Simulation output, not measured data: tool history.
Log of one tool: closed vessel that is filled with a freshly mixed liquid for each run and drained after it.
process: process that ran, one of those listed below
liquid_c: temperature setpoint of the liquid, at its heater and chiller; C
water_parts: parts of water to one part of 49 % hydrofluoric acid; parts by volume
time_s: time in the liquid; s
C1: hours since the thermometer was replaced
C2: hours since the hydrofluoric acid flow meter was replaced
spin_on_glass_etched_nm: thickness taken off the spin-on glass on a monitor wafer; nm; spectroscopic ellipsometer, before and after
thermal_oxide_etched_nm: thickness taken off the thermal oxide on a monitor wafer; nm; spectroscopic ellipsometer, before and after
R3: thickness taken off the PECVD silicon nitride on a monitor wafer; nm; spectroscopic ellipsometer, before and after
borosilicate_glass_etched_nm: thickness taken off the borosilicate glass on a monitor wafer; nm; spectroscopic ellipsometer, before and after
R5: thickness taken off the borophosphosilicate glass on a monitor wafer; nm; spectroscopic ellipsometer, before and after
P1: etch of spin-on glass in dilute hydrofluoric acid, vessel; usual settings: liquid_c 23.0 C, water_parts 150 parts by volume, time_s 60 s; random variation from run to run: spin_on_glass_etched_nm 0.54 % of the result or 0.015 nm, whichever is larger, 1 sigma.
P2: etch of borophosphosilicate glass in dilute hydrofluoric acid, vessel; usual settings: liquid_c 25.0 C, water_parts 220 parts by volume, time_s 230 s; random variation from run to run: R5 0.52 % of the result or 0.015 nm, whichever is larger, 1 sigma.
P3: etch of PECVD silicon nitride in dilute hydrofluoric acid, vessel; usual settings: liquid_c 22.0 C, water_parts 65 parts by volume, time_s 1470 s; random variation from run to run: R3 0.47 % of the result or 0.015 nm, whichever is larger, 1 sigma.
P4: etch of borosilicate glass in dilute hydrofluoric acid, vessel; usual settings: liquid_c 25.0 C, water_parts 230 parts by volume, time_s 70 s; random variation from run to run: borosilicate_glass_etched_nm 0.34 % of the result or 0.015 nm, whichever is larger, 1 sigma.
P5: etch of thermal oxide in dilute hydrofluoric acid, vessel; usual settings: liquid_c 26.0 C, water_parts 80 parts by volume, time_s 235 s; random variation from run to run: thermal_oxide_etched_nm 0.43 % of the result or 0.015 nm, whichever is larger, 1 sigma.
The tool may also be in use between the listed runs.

Run 1, day 0.388: process P1, liquid_c 23.0 C, water_parts 150 parts by volume, time_s 60 s; C1 1261.8; C2 83.6. Result: spin_on_glass_etched_nm 15.7020 nm.
Run 2, day 0.588: process P5, liquid_c 26.0 C, water_parts 30 parts by volume, time_s 235 s; C1 1266.6; C2 88.4. Result: thermal_oxide_etched_nm 42.595 nm.
Run 3, day 0.762: process P3, liquid_c 17.0 C, water_parts 65 parts by volume, time_s 1470 s; C1 1270.8; C2 92.6. Result: R3 23.5730 nm.
Run 4, day 0.979: process P4, liquid_c 25.0 C, water_parts 230 parts by volume, time_s 70 s; C1 1276.0; C2 97.8. Result: borosilicate_glass_etched_nm 7.8501 nm.
Run 5, day 1.288: process P1, liquid_c 19.0 C, water_parts 150 parts by volume, time_s 115 s; C1 1283.4; C2 105.2. Result: spin_on_glass_etched_nm 25.8420 nm.
Run 6, day 1.612: process P3, liquid_c 22.0 C, water_parts 65 parts by volume, time_s 1470 s; C1 1291.2; C2 113.0. Result: R3 33.3390 nm.
Run 7, day 1.988: process P2, liquid_c 25.0 C, water_parts 220 parts by volume, time_s 340 s; C1 1300.2; C2 122.0. Result: R5 43.452 nm.
Run 8, day 2.350: process P4, liquid_c 25.0 C, water_parts 230 parts by volume, time_s 35 s; C1 1308.9; C2 130.7. Result: borosilicate_glass_etched_nm 3.9441 nm.
Run 9, day 2.662: process P1, liquid_c 23.0 C, water_parts 150 parts by volume, time_s 60 s; C1 1316.4; C2 138.2. Result: spin_on_glass_etched_nm 15.7500 nm.
At day 2.912: thermometer replaced.
Run 10, day 3.067: process P1, liquid_c 23.0 C, water_parts 95 parts by volume, time_s 60 s; C1 3.7; C2 147.9. Result: spin_on_glass_etched_nm 26.4240 nm.
Run 11, day 3.383: process P2, liquid_c 18.0 C, water_parts 220 parts by volume, time_s 230 s; C1 11.3; C2 155.5. Result: R5 22.792 nm.
Run 12, day 3.662: process P1, liquid_c 23.0 C, water_parts 150 parts by volume, time_s 60 s; C1 18.0; C2 162.2. Result: spin_on_glass_etched_nm 15.5390 nm.
Run 13, day 3.883: process P1, liquid_c 23.0 C, water_parts 55 parts by volume, time_s 90 s; C1 23.3; C2 167.5. Result: spin_on_glass_etched_nm 71.9220 nm.
Run 14, day 4.192: process P1, liquid_c 23.0 C, water_parts 150 parts by volume, time_s 60 s; C1 30.7; C2 174.9. Result: spin_on_glass_etched_nm 15.4260 nm.
Run 15, day 4.554: process P1, liquid_c 23.0 C, water_parts 150 parts by volume, time_s 30 s; C1 39.4; C2 183.6. Result: spin_on_glass_etched_nm 7.7020 nm.
Run 16, day 4.892: process P1, liquid_c 28.5 C, water_parts 150 parts by volume, time_s 60 s; C1 47.5; C2 191.7. Result: spin_on_glass_etched_nm 19.3120 nm.
Run 17, day 5.129: process P5, liquid_c 26.0 C, water_parts 80 parts by volume, time_s 455 s; C1 53.2; C2 197.4. Result: thermal_oxide_etched_nm 28.559 nm.
Run 18, day 5.483: process P1, liquid_c 23.0 C, water_parts 150 parts by volume, time_s 90 s; C1 61.7; C2 205.9. Result: spin_on_glass_etched_nm 23.3550 nm.
At day 5.512: hydrofluoric acid flow meter replaced.
Run 19, day 5.679: process P2, liquid_c 25.0 C, water_parts 115 parts by volume, time_s 230 s; C1 66.4; C2 4.0. Result: R5 63.673 nm.
Run 20, day 5.942: process P1, liquid_c 17.0 C, water_parts 150 parts by volume, time_s 60 s; C1 72.7; C2 10.3. Result: spin_on_glass_etched_nm 12.2710 nm.
Run 21, day 6.254: process P3, liquid_c 22.0 C, water_parts 65 parts by volume, time_s 220 s; C1 80.2; C2 17.8. Result: R3 5.0704 nm.
Run 22, day 6.604: process P4, liquid_c 19.0 C, water_parts 230 parts by volume, time_s 70 s; C1 88.6; C2 26.2. Result: borosilicate_glass_etched_nm 6.2560 nm.
Run 23, day 6.933: process P1, liquid_c 23.0 C, water_parts 150 parts by volume, time_s 60 s; C1 96.5; C2 34.1. Result: spin_on_glass_etched_nm 15.6110 nm.
Run 24, day 7.292: process P2, liquid_c 25.0 C, water_parts 220 parts by volume, time_s 230 s; C1 105.1; C2 42.7. Result: R5 29.111 nm.
Run 25, day 7.500: process P2, liquid_c 25.0 C, water_parts 220 parts by volume, time_s 230 s; C1 110.1; C2 47.7. Result: R5 29.614 nm.
Run 26, day 7.712: process P5, liquid_c 26.0 C, water_parts 80 parts by volume, time_s 235 s; C1 115.2; C2 52.8. Result: thermal_oxide_etched_nm 14.937 nm.
Run 27, day 7.983: process P4, liquid_c 25.0 C, water_parts 405 parts by volume, time_s 70 s; C1 121.7; C2 59.3. Result: borosilicate_glass_etched_nm 3.7045 nm.
Run 28, day 8.171: process P3, liquid_c 22.0 C, water_parts 65 parts by volume, time_s 1470 s; C1 126.2; C2 63.8. Result: R3 33.5510 nm.
Run 29, day 8.358: process P3, liquid_c 22.0 C, water_parts 20 parts by volume, time_s 1470 s; C1 130.7; C2 68.3. Result: R3 104.6800 nm.
Run 30, day 8.596: process P5, liquid_c 18.0 C, water_parts 80 parts by volume, time_s 235 s; C1 136.4; C2 74.0. Result: thermal_oxide_etched_nm 10.714 nm.
Run 31, day 8.871: process P1, liquid_c 23.0 C, water_parts 150 parts by volume, time_s 60 s; C1 143.0; C2 80.6. Result: spin_on_glass_etched_nm 15.6370 nm.
Run 32, day 9.079: process P1, liquid_c 23.0 C, water_parts 260 parts by volume, time_s 60 s; C1 148.0; C2 85.6. Result: spin_on_glass_etched_nm 8.0466 nm.
Run 33, day 9.433: process P1, liquid_c 23.0 C, water_parts 150 parts by volume, time_s 60 s; C1 156.5; C2 94.1. Result: spin_on_glass_etched_nm 15.5920 nm.
Run 34, day 9.708: process P1, liquid_c 23.0 C, water_parts 150 parts by volume, time_s 60 s; C1 163.1; C2 100.7. Result: spin_on_glass_etched_nm 15.4000 nm.
Run 35, day 10.067: process P1, liquid_c 23.0 C, water_parts 150 parts by volume, time_s 60 s; C1 171.7; C2 109.3. Result: spin_on_glass_etched_nm 15.0790 nm.
Run 36, day 10.358: process P1, liquid_c 23.0 C, water_parts 150 parts by volume, time_s 60 s; C1 178.7; C2 116.3. Result: spin_on_glass_etched_nm 14.9360 nm.
Run 37, day 10.646: process P1, liquid_c 23.0 C, water_parts 150 parts by volume, time_s 60 s; C1 185.6; C2 123.2. Result: spin_on_glass_etched_nm 14.8070 nm.
Run 38, day 11.054: process P1, liquid_c 23.0 C, water_parts 150 parts by volume, time_s 60 s; C1 195.4; C2 133.0. Result: spin_on_glass_etched_nm 14.6780 nm.
Run 39, day 11.454: process P1, liquid_c 23.0 C, water_parts 150 parts by volume, time_s 60 s; C1 205.0; C2 142.6. Result: spin_on_glass_etched_nm 14.8690 nm.
Run 40, day 11.725: process P1, liquid_c 23.0 C, water_parts 150 parts by volume, time_s 60 s; C1 211.5; C2 149.1. Result: spin_on_glass_etched_nm 14.7790 nm.
Run 41, day 12.008: process P1, liquid_c 23.0 C, water_parts 150 parts by volume, time_s 60 s; C1 218.3; C2 155.9. Result: spin_on_glass_etched_nm 14.6720 nm.

What P1 gives has crept away from where it was. These 2 causes fit the log equally well, each at the size given:
A: hydrofluoric acid flow below the setpoint (%) = 4.93
B: liquid colder than its thermometer reads (K) = 1.53
The creep began at about day 9.433.

4 check runs are offered, one wafer each, their results left as question marks. Which one tells the causes apart?
Run check 1, day 12.292: process P4, liquid_c 20.0 C, water_parts 390 parts by volume, time_s 70 s. Result: borosilicate_glass_etched_nm ?.
Run check 2, day 12.292: process P3, liquid_c 22.0 C, water_parts 20 parts by volume, time_s 355 s. Result: R3 ?.
Run check 3, day 12.292: process P2, liquid_c 18.5 C, water_parts 220 parts by volume, time_s 230 s. Result: R5 ?.
Run check 4, day 12.292: process P5, liquid_c 21.5 C, water_parts 80 parts by volume, time_s 385 s. Result: thermal_oxide_etched_nm ?.

What each check would give under each cause:
  check                        result     if A     if B
check 1  borosilicate_glass_etched_nm   3.1234   3.1654
check 2                            R3  24.0980  22.7250
check 3                            R5   21.714   21.740
check 4       thermal_oxide_etched_nm   19.139   18.991
How far apart the two closest causes lie, in the result that separates them most: check 1 1.34 %; check 2 5.87 %; check 3 0.12 %; check 4 0.78 %
Only check 2 tells the causes apart: in the others they would give nearly the same result.

Then check 2 was run and gave: R3 22.6830 nm. Which cause is it?

It is B: liquid colder than its thermometer reads (K).
